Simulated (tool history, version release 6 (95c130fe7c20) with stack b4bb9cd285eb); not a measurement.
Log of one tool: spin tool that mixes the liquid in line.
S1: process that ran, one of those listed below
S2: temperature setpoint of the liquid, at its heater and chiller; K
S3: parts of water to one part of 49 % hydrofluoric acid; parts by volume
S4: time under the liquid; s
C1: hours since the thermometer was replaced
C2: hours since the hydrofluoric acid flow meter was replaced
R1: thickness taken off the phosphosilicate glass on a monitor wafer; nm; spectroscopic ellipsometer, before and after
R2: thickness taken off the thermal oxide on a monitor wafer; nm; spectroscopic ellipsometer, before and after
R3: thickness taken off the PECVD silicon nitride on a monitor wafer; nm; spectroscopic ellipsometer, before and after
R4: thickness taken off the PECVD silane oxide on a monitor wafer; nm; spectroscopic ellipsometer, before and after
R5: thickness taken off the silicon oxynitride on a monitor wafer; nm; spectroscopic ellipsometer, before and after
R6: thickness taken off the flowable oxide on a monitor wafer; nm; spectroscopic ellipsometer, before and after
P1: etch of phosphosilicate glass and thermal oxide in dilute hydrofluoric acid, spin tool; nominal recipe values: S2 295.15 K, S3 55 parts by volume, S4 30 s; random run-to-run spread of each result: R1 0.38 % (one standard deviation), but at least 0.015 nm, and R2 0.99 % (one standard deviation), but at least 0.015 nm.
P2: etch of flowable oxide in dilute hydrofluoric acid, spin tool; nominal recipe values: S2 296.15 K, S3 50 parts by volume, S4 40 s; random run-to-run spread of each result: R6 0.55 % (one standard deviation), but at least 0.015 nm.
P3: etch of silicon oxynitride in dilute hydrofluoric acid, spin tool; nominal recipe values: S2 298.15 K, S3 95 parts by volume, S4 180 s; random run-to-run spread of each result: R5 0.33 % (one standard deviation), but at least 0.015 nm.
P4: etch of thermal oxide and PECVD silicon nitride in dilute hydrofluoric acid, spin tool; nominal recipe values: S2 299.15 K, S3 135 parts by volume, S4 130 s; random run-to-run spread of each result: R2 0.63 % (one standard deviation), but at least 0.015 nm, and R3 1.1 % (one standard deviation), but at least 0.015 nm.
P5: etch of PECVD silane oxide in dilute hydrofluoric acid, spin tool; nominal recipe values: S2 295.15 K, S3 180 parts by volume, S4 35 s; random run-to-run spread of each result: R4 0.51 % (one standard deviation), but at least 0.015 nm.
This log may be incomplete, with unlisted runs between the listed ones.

run   hour  S1      S2   S3   S4      C1     C2       R1      R2      R3       R4       R5      R6
  1   17.3  P1  295.15   55   30  1139.6  507.1   50.810  2.6434
  2   32.1  P1  295.15   55   30  1154.4  521.9   51.116  2.6318
  3   45.2  P1  295.15   55   30  1167.5  535.0   51.171  2.6018
  4   54.4  P4  299.15  135  130  1176.7  544.2           4.6762  2.4043
  5   71.4  P1  295.15   85   45  1193.7  561.2   47.249  2.4304
  6   85.6  P5  295.15  180   55  1207.9  575.4                           10.0260
  7  102.1  P3  305.15   95  180  1224.4  591.9                                    9.37360
  8  118.1  P2  290.15   50   40  1240.4  607.9                                             13.585
  9  134.7  P2  296.15   30   40  1257.0  624.5                                             29.788
 10  142.5  P3  298.15   95  180  1264.8  632.3                                    6.77120
 11  152.9  P2  296.15   50   75  1275.2  642.7                                             33.010
 12  168.4  P2  296.15   50   40  1290.7  658.2                                             17.447
 13  185.8  P1  295.15   55   15  1308.1  675.6   25.243  1.3241
 14  193.9  P1  299.15   55   30  1316.2  683.7   59.492  3.0895
 15  206.3  P1  295.15   55   45  1328.6  696.1   76.137  3.8772
 16  222.0  P4  299.15  135  130  1344.3  711.8           4.7018  2.4508
 17  233.9  P5  303.15  180   35  1356.2  723.7                            8.4886
 18  242.2  P3  298.15  150  180  1364.5  732.0                                    4.08360
 19  253.5  P4  299.15   80  130  1375.8  743.3           8.5932  4.1550
 20  265.2  P1  295.15   55   30  1387.5  755.0   50.576  2.6355
 21  275.4  P4  299.15  135  235  1397.7  765.2           8.4928  4.4456
 22  287.8  P1  290.15   55   30  1410.1  777.6   40.904  2.1139
 23  300.1  P5  295.15  180   35  1422.4  789.9                            6.3650
 24  312.7  P2  296.15   50   40  1435.0  802.5                                             17.496
 25  321.7  P5  295.15   30   35  1444.0  811.5                           45.9880
 26  336.9  P4  292.15  135  130  1459.2  826.7           3.5781  1.5454
 27  347.6  P3  298.15   95  180  1469.9  837.4                                    6.79000
 28  358.5  P1  295.15   55   30  1480.8  848.3   50.814  2.6302
 29  375.4  P3  298.15   95   15  1497.7  865.2                                    0.57288
 30  384.9  P1  295.15   20   30  1507.2  874.7  147.320  7.4395

Run 31 has not been measured yet. What should we expect?
 31  401.0  P1  295.15  90  30  1523.3  890.8   ?   ?

Run 31 yielded R1 29.850 nm, R2 1.5149 nm.

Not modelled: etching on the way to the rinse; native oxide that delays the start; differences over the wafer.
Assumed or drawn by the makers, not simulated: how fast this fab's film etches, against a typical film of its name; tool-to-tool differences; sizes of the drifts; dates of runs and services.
